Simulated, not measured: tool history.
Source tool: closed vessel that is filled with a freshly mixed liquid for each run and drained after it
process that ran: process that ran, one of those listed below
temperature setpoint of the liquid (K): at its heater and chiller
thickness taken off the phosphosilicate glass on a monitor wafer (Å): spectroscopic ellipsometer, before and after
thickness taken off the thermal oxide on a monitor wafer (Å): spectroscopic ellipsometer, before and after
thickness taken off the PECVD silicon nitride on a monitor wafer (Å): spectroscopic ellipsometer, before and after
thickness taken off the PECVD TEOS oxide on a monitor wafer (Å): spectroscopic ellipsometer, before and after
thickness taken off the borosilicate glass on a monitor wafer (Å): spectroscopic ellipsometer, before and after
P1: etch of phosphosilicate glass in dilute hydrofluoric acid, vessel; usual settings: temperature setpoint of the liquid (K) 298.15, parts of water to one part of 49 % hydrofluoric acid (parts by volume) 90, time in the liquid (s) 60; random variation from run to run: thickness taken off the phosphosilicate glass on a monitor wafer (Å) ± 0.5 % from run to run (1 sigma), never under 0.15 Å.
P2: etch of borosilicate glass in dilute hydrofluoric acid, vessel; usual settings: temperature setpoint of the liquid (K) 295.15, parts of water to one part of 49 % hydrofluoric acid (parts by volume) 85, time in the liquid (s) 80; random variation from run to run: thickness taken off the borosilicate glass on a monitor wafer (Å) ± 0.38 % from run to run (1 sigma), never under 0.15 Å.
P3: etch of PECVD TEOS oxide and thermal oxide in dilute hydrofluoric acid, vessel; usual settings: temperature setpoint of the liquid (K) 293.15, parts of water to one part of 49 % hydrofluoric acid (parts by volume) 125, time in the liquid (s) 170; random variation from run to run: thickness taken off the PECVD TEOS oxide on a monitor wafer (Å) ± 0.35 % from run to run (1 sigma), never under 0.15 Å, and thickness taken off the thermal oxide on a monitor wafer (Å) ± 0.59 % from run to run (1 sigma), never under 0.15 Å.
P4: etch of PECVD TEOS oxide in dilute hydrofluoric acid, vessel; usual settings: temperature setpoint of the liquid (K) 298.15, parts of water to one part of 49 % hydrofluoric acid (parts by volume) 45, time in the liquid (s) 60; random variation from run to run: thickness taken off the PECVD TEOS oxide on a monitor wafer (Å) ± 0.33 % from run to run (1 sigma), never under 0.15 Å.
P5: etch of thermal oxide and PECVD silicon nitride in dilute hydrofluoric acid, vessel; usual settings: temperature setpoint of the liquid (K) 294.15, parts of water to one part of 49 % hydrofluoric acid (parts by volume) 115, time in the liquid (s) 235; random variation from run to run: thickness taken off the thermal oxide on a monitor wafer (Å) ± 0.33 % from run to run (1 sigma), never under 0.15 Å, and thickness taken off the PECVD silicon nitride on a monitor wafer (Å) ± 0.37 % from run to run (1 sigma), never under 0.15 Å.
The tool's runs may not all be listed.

| run | hour | process that ran | temperature setpoint of the liquid (K) | parts of water to one part of 49 % hydrofluoric acid (parts by volume) | time in the liquid (s) | hours since the thermometer was replaced | hours since the hydrofluoric acid flow meter was replaced | thickness taken off the phosphosilicate glass on a monitor wafer (Å) | thickness taken off the thermal oxide on a monitor wafer (Å) | thickness taken off the PECVD silicon nitride on a monitor wafer (Å) | thickness taken off the PECVD TEOS oxide on a monitor wafer (Å) | thickness taken off the borosilicate glass on a monitor wafer (Å) |
|---|---|---|---|---|---|---|---|---|---|---|---|---|
| 1 | 3.7 | P1 | 298.15 | 90 | 60 | 315.8 | 678.2 | 426.30 |  |  |  |  |
| 2 | 8.9 | P5 | 294.15 | 60 | 235 | 321.0 | 683.4 |  | 177.520 | 183.060 |  |  |
| 3 | 11.6 | P3 | 293.15 | 125 | 170 | 323.7 | 686.1 |  | 52.679 |  | 95.455 |  |
| 4 | 15.9 | P1 | 298.15 | 90 | 30 | 328.0 | 690.4 | 209.40 |  |  |  |  |
|  | 17.6 | hydrofluoric acid flow meter replaced |
| 5 | 18.6 | P5 | 294.15 | 115 | 235 | 330.7 | 1.1 |  | 86.315 | 96.167 |  |  |
| 6 | 22.9 | P5 | 299.15 | 115 | 235 | 335.0 | 5.4 |  | 104.480 | 135.190 |  |  |
| 7 | 26.0 | P3 | 293.15 | 125 | 170 | 338.1 | 8.5 |  | 52.281 |  | 95.856 |  |
| 8 | 31.2 | P4 | 298.15 | 45 | 60 | 343.3 | 13.7 |  |  |  | 123.400 |  |
| 9 | 36.1 | P1 | 298.15 | 90 | 60 | 348.2 | 18.6 | 419.95 |  |  |  |  |
| 10 | 39.5 | P5 | 294.15 | 115 | 30 | 351.6 | 22.0 |  | 11.470 | 12.188 |  |  |
| 11 | 42.1 | P1 | 298.15 | 20 | 60 | 354.2 | 24.6 | 2086.20 |  |  |  |  |
| 12 | 47.5 | P4 | 298.15 | 45 | 60 | 359.6 | 30.0 |  |  |  | 123.820 |  |
| 13 | 50.2 | P4 | 302.15 | 45 | 60 | 362.3 | 32.7 |  |  |  | 145.310 |  |
| 14 | 54.8 | P1 | 298.15 | 90 | 90 | 366.9 | 37.3 | 629.45 |  |  |  |  |
| 15 | 58.6 | P2 | 295.15 | 85 | 120 | 370.7 | 41.1 |  |  |  |  | 395.78 |
| 16 | 61.1 | P3 | 293.15 | 195 | 170 | 373.2 | 43.6 |  | 31.555 |  | 57.193 |  |
| 17 | 63.7 | P5 | 294.15 | 115 | 235 | 375.8 | 46.2 |  | 87.015 | 96.406 |  |  |
| 18 | 68.3 | P1 | 292.65 | 90 | 60 | 380.4 | 50.8 | 333.20 |  |  |  |  |
| 19 | 71.4 | P1 | 298.15 | 120 | 30 | 383.5 | 53.9 | 151.72 |  |  |  |  |
| 20 | 75.1 | P1 | 298.15 | 90 | 60 | 387.2 | 57.6 | 424.40 |  |  |  |  |
| 21 | 79.7 | P3 | 293.15 | 125 | 35 | 391.8 | 62.2 |  | 10.817 |  | 19.716 |  |
| 22 | 82.7 | P1 | 298.15 | 90 | 60 | 394.8 | 65.2 | 420.98 |  |  |  |  |
| 23 | 87.9 | P2 | 295.15 | 25 | 80 | 400.0 | 70.4 |  |  |  |  | 968.56 |
| 24 | 93.1 | P4 | 298.15 | 45 | 30 | 405.2 | 75.6 |  |  |  | 61.880 |  |
| 25 | 96.3 | P2 | 295.15 | 85 | 80 | 408.4 | 78.8 |  |  |  |  | 265.48 |
| 26 | 100.5 | P3 | 290.15 | 125 | 170 | 412.6 | 83.0 |  | 46.658 |  | 84.942 |  |
| 27 | 105.3 | P1 | 298.15 | 165 | 60 | 417.4 | 87.8 | 209.12 |  |  |  |  |
| 28 | 110.1 | P1 | 303.65 | 90 | 60 | 422.2 | 92.6 | 519.64 |  |  |  |  |
| 29 | 114.4 | P2 | 290.15 | 85 | 80 | 426.5 | 96.9 |  |  |  |  | 215.55 |
| 30 | 119.9 | P1 | 298.15 | 90 | 60 | 432.0 | 102.4 | 423.39 |  |  |  |  |
| 31 | 122.3 | P1 | 298.15 | 90 | 60 | 434.4 | 104.8 | 425.97 |  |  |  |  |
| 32 | 126.6 | P4 | 298.15 | 70 | 60 | 438.7 | 109.1 |  |  |  | 76.616 |  |
| 33 | 130.3 | P1 | 298.15 | 90 | 60 | 442.4 | 112.8 | 419.90 |  |  |  |  |
| 34 | 133.9 | P1 | 298.15 | 90 | 60 | 446.0 | 116.4 | 431.54 |  |  |  |  |
| 35 | 138.4 | P1 | 298.15 | 90 | 60 | 450.5 | 120.9 | 440.27 |  |  |  |  |
| 36 | 141.5 | P1 | 298.15 | 90 | 60 | 453.6 | 124.0 | 444.61 |  |  |  |  |
| 37 | 146.0 | P1 | 298.15 | 90 | 60 | 458.1 | 128.5 | 450.79 |  |  |  |  |
| 38 | 150.9 | P1 | 298.15 | 90 | 60 | 463.0 | 133.4 | 449.70 |  |  |  |  |
| 39 | 154.9 | P1 | 298.15 | 90 | 60 | 467.0 | 137.4 | 450.63 |  |  |  |  |
| 40 | 159.4 | P1 | 298.15 | 90 | 60 | 471.5 | 141.9 | 458.98 |  |  |  |  |
| 41 | 164.5 | P1 | 298.15 | 90 | 60 | 476.6 | 147.0 | 457.52 |  |  |  |  |
| 42 | 167.1 | P1 | 298.15 | 90 | 60 | 479.2 | 149.6 | 458.11 |  |  |  |  |
| 43 | 172.4 | P1 | 298.15 | 90 | 60 | 484.5 | 154.9 | 458.05 |  |  |  |  |
| 44 | 177.4 | P1 | 298.15 | 90 | 60 | 489.5 | 159.9 | 456.03 |  |  |  |  |

P1 no longer gives what it gave before; its output has crept away from where it was. The following 2 causes, each at its listed size, fit the log equally well:
A: liquid hotter than its thermometer reads (K) = 2.21
B: hydrofluoric acid flow above the setpoint (%) = 8.08
The process output started creeping at around hour 130.3.

Of the 4 check runs listed below, each run on one wafer and each result written as a question mark, which would let you distinguish the listed causes because they would give clearly different results?
| check 1 | 182.4 | P5 | 294.15 | 115 | 40 |  |  |  | ? | ? |  |  |
| check 2 | 182.4 | P2 | 290.15 | 85 | 80 |  |  |  |  |  |  | ? |
| check 3 | 182.4 | P4 | 301.65 | 45 | 60 |  |  |  |  |  | ? |  |
| check 4 | 182.4 | P3 | 293.15 | 190 | 170 |  |  |  | ? |  | ? |  |

If the cause were each of the candidates in turn, the checks would give the following:
| check | result | if A | if B |
|---|---|---|---|
| check 1 | thickness taken off the thermal oxide on a monitor wafer (Å) | 16.082 | 16.070 |
| check 1 | thickness taken off the PECVD silicon nitride on a monitor wafer (Å) | 19.068 | 17.763 |
| check 2 | thickness taken off the borosilicate glass on a monitor wafer (Å) | 235.65 | 233.60 |
| check 3 | thickness taken off the PECVD TEOS oxide on a monitor wafer (Å) | 155.540 | 154.800 |
| check 4 | thickness taken off the thermal oxide on a monitor wafer (Å) | 35.260 | 35.509 |
| check 4 | thickness taken off the PECVD TEOS oxide on a monitor wafer (Å) | 64.085 | 64.538 |
Minimum pairwise separation of causes per check, each pair taken at its best-separating result: check 1 7.09 %; check 2 0.87 %; check 3 0.48 %; check 4 0.7 %
Check 1 is the one run that separates the causes; every other check would come out nearly the same whichever cause is at work.

Running check 1 produced the following: thickness taken off the thermal oxide on a monitor wafer (Å) 16.153; thickness taken off the PECVD silicon nitride on a monitor wafer (Å) 18.024. Which one of the listed causes fits?

Of the candidate causes, it is B: hydrofluoric acid flow above the setpoint (%).
